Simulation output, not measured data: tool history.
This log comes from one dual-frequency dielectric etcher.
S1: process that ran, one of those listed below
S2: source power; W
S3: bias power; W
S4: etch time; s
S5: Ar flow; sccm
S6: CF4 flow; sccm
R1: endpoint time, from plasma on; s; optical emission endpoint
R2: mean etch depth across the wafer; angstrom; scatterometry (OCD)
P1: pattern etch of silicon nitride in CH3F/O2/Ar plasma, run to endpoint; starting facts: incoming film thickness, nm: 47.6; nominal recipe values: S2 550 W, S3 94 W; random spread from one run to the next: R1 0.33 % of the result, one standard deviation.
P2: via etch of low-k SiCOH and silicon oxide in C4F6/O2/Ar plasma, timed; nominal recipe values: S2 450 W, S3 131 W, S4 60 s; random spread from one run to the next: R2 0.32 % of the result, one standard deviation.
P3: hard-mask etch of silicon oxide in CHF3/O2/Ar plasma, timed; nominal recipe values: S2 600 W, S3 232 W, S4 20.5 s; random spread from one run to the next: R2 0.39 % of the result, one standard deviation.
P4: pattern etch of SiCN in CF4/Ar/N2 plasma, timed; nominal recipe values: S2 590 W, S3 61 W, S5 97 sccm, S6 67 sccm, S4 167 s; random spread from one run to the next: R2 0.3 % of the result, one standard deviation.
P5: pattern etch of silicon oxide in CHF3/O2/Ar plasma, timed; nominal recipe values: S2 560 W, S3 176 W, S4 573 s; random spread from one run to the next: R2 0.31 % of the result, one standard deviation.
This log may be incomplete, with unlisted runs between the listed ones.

| run | hour | S1 | S2 | S3 | S4 | S5 | S6 | R1 | R2 |
|---|---|---|---|---|---|---|---|---|---|
| 1 | 11.6 | P1 | 550 | 94 |  |  |  | 54.636 |  |
| 2 | 21.7 | P1 | 550 | 68 |  |  |  | 61.38 |  |
| 3 | 34.6 | P5 | 560 | 176 | 735 |  |  |  | 13886 |
| 4 | 47.4 | P1 | 350 | 70 |  |  |  | 72.693 |  |
| 5 | 57.5 | P1 | 550 | 94 |  |  |  | 54.852 |  |
| 6 | 69 | P3 | 600 | 232 | 25 |  |  |  | 541.22 |
| 7 | 79.3 | P1 | 350 | 94 |  |  |  | 64.877 |  |
| 8 | 92.8 | P3 | 730 | 232 | 20.5 |  |  |  | 473.39 |
|  | 105.4 | bias power generator calibrated |
| 9 | 105.5 | P5 | 560 | 176 | 573 |  |  |  | 10906 |
| 10 | 113.1 | P1 | 550 | 122 |  |  |  | 49.761 |  |
| 11 | 122.7 | P4 | 590 | 61 | 167 | 75 | 67 |  | 1772.9 |
| 12 | 134.4 | P5 | 560 | 129 | 573 |  |  |  | 9838.3 |
| 13 | 147.4 | P4 | 350 | 61 | 167 | 97 | 67 |  | 1071.2 |
| 14 | 159.3 | P5 | 790 | 176 | 573 |  |  |  | 12458 |
| 15 | 169.7 | P2 | 530 | 131 | 60 |  |  |  | 1611.9 |
| 16 | 183.2 | P2 | 450 | 131 | 60 |  |  |  | 1517.6 |
| 17 | 191.8 | P2 | 450 | 83 | 60 |  |  |  | 1326.3 |
| 18 | 205.7 | P3 | 600 | 232 | 20.5 |  |  |  | 442.16 |
| 19 | 218 | P1 | 550 | 94 |  |  |  | 54.978 |  |
| 20 | 229.9 | P1 | 680 | 110 |  |  |  | 47.765 |  |
| 21 | 238.8 | P1 | 550 | 94 |  |  |  | 54.816 |  |
| 22 | 249.9 | P1 | 740 | 94 |  |  |  | 48.778 |  |
| 23 | 263.6 | P1 | 550 | 94 |  |  |  | 54.606 |  |
| 24 | 270.4 | P4 | 590 | 61 | 167 | 97 | 48 |  | 1600.5 |
| 25 | 279.8 | P5 | 560 | 176 | 573 |  |  |  | 10921 |
| 26 | 288.6 | P3 | 600 | 174 | 20.5 |  |  |  | 399.82 |
| 27 | 295.1 | P4 | 590 | 61 | 167 | 97 | 67 |  | 1687.5 |
| 28 | 306.2 | P1 | 550 | 94 |  |  |  | 54.653 |  |
| 29 | 317.8 | P2 | 450 | 131 | 60 |  |  |  | 1497 |
| 30 | 327.8 | P4 | 590 | 50 | 167 | 97 | 67 |  | 1585.8 |
| 31 | 335.9 | P2 | 450 | 131 | 33 |  |  |  | 833.73 |
| 32 | 344.9 | P4 | 590 | 61 | 245 | 97 | 67 |  | 2485.9 |
| 33 | 357.4 | P1 | 550 | 94 |  |  |  | 55.01 |  |
| 34 | 366.2 | P1 | 550 | 94 |  |  |  | 54.829 |  |
| 35 | 376.9 | P1 | 550 | 94 |  |  |  | 54.669 |  |
| 36 | 389.7 | P1 | 550 | 94 |  |  |  | 53.945 |  |
| 37 | 402.4 | P1 | 550 | 94 |  |  |  | 54.156 |  |
| 38 | 412.7 | P1 | 550 | 94 |  |  |  | 54.124 |  |
|  | 423.5 | wet clean of the chamber |
| 39 | 424.9 | P1 | 550 | 94 |  |  |  | 54.23 |  |
| 40 | 436 | P1 | 550 | 94 |  |  |  | 53.978 |  |
| 41 | 447.2 | P1 | 550 | 94 |  |  |  | 54.054 |  |
| 42 | 460.5 | P1 | 550 | 94 |  |  |  | 53.991 |  |
| 43 | 469.8 | P1 | 550 | 94 |  |  |  | 53.915 |  |
| 44 | 479.5 | P1 | 550 | 94 |  |  |  | 53.803 |  |

P1 has crept away from where it was. The log is fitted equally well by each of these 2 causes, at the sizes shown:
A: source power that arrives over what is set, % = 4.54
B: bias power that arrives over what is set, % = 4.8
At approximately hour 357.4, the process output began to creep.
What rules out each remaining cause:
chamber walls in a state that raises the etch rate, %: its service at hour 423.5 followed the start of the drift and did not put the process back to its old value

Below are 4 check runs, each on a single wafer, with their results shown as question marks. Which of them would tell the listed causes apart, meaning the causes would give clearly different results under it?
| check 1 | 489.2 | P2 | 450 | 106 | 33 |  |  |  | ? |
| check 2 | 489.2 | P5 | 780 | 142 | 573 |  |  |  | ? |
| check 3 | 489.2 | P4 | 590 | 61 | 208.5 | 97 | 67 |  | ? |
| check 4 | 489.2 | P3 | 690 | 196 | 20.5 |  |  |  | ? |

Expected result of each check under each candidate cause:
| check | result | if A | if B |
|---|---|---|---|
| check 1 | R2 | 796.1 | 792.12 |
| check 2 | R2 | 11745 | 11715 |
| check 3 | R2 | 2200.5 | 2148.7 |
| check 4 | R2 | 448.57 | 448.12 |
Gap, in per cent, between the two causes that each check separates least, read from the result that separates them most: check 1 0.5 %; check 2 0.26 %; check 3 2.38 %; check 4 0.1 %
Of the check runs offered, only check 3 discriminates between the causes; the rest would read about the same regardless of which cause applies.

With check 3 done, the readings were: R2 2150.6 angstrom. Identify which of the listed causes applies.

It was cause B: bias power that arrives over what is set, %.

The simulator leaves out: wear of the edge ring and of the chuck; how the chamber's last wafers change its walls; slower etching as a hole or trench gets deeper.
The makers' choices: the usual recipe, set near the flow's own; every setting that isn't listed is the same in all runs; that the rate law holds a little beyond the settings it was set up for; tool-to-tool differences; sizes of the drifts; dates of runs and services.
